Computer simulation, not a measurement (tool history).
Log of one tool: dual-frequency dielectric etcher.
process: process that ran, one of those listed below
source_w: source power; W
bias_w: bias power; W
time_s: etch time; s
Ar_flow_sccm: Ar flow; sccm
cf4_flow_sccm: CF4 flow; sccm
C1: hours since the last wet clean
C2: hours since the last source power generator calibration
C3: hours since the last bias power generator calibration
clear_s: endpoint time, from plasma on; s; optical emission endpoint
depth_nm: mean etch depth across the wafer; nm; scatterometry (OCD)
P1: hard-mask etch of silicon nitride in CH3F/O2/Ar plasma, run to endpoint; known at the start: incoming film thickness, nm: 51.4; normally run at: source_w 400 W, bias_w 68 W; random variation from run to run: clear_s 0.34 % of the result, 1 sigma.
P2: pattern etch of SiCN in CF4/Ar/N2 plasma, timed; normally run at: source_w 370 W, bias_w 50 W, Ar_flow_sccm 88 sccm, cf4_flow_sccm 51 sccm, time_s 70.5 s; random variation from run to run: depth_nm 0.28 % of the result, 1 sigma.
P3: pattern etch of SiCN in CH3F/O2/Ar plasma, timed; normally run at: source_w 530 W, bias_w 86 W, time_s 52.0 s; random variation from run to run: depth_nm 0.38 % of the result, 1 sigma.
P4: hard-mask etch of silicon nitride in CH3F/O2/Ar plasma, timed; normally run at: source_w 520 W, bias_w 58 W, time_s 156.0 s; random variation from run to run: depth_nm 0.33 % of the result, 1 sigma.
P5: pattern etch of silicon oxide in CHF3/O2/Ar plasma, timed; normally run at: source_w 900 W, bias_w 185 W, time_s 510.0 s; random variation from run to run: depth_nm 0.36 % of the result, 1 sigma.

Run 1, hour 9.5: process P1, source_w 400 W, bias_w 68 W; C1 458.8; C2 3640.2; C3 2020.7. Result: clear_s 76.518 s.
Run 2, hour 21.1: process P1, source_w 400 W, bias_w 51 W; C1 470.4; C2 3651.8; C3 2032.3. Result: clear_s 84.471 s.
Run 3, hour 33.8: process P3, source_w 350 W, bias_w 86 W, time_s 52.0 s; C1 483.1; C2 3664.5; C3 2045.0. Result: depth_nm 19.821 nm.
Run 4, hour 44.9: process P1, source_w 400 W, bias_w 68 W; C1 494.2; C2 3675.6; C3 2056.1. Result: clear_s 76.683 s.
Run 5, hour 58.7: process P1, source_w 550 W, bias_w 50 W; C1 508.0; C2 3689.4; C3 2069.9. Result: clear_s 74.691 s.
Run 6, hour 71.4: process P5, source_w 900 W, bias_w 185 W, time_s 294.5 s; C1 520.7; C2 3702.1; C3 2082.6. Result: depth_nm 673.850 nm.
Run 7, hour 81.9: process P3, source_w 530 W, bias_w 86 W, time_s 52.0 s; C1 531.2; C2 3712.6; C3 2093.1. Result: depth_nm 23.130 nm.
Run 8, hour 92.8: process P1, source_w 320 W, bias_w 68 W; C1 542.1; C2 3723.5; C3 2104.0. Result: clear_s 83.635 s.
At hour 102.9: source power generator calibrated.
Run 9, hour 109.5: process P3, source_w 530 W, bias_w 86 W, time_s 52.0 s; C1 558.8; C2 6.6; C3 2120.7. Result: depth_nm 23.089 nm.
Run 10, hour 120.8: process P5, source_w 900 W, bias_w 185 W, time_s 510.0 s; C1 570.1; C2 17.9; C3 2132.0. Result: depth_nm 1174.900 nm.
Run 11, hour 138.6: process P2, source_w 370 W, bias_w 50 W, time_s 70.5 s, Ar_flow_sccm 88 sccm, cf4_flow_sccm 51 sccm; C1 587.9; C2 35.7; C3 2149.8. Result: depth_nm 44.189 nm.
Run 12, hour 153.8: process P1, source_w 400 W, bias_w 83 W; C1 603.1; C2 50.9; C3 2165.0. Result: clear_s 71.016 s.
Run 13, hour 166.6: process P3, source_w 530 W, bias_w 86 W, time_s 28.5 s; C1 615.9; C2 63.7; C3 2177.8. Result: depth_nm 12.725 nm.
Run 14, hour 181.5: process P2, source_w 370 W, bias_w 50 W, time_s 70.5 s, Ar_flow_sccm 88 sccm, cf4_flow_sccm 40 sccm; C1 630.8; C2 78.6; C3 2192.7. Result: depth_nm 42.378 nm.
Run 15, hour 192.6: process P3, source_w 530 W, bias_w 68 W, time_s 52.0 s; C1 641.9; C2 89.7; C3 2203.8. Result: depth_nm 21.286 nm.
Run 16, hour 207.3: process P4, source_w 520 W, bias_w 58 W, time_s 156.0 s; C1 656.6; C2 104.4; C3 2218.5. Result: depth_nm 112.610 nm.
Run 17, hour 225.0: process P2, source_w 480 W, bias_w 50 W, time_s 70.5 s, Ar_flow_sccm 88 sccm, cf4_flow_sccm 51 sccm; C1 674.3; C2 122.1; C3 2236.2. Result: depth_nm 55.355 nm.
Run 18, hour 235.6: process P4, source_w 520 W, bias_w 77 W, time_s 156.0 s; C1 684.9; C2 132.7; C3 2246.8. Result: depth_nm 123.420 nm.
Run 19, hour 247.5: process P4, source_w 520 W, bias_w 58 W, time_s 156.0 s; C1 696.8; C2 144.6; C3 2258.7. Result: depth_nm 112.160 nm.
Run 20, hour 266.1: process P2, source_w 370 W, bias_w 50 W, time_s 92.0 s, Ar_flow_sccm 88 sccm, cf4_flow_sccm 51 sccm; C1 715.4; C2 163.2; C3 2277.3. Result: depth_nm 57.599 nm.
Run 21, hour 274.9: process P1, source_w 300 W, bias_w 89 W; C1 724.2; C2 172.0; C3 2286.1. Result: clear_s 77.358 s.
Run 22, hour 288.8: process P2, source_w 370 W, bias_w 50 W, time_s 70.5 s, Ar_flow_sccm 124 sccm, cf4_flow_sccm 51 sccm; C1 738.1; C2 185.9; C3 2300.0. Result: depth_nm 41.345 nm.

Run 23 comes next. What will it give?
Run 23, hour 306.1: process P5, source_w 900 W, bias_w 185 W, time_s 510.0 s; C1 755.4; C2 203.2; C3 2317.3. Result: depth_nm ?.

depth_nm: 1172.400 nm

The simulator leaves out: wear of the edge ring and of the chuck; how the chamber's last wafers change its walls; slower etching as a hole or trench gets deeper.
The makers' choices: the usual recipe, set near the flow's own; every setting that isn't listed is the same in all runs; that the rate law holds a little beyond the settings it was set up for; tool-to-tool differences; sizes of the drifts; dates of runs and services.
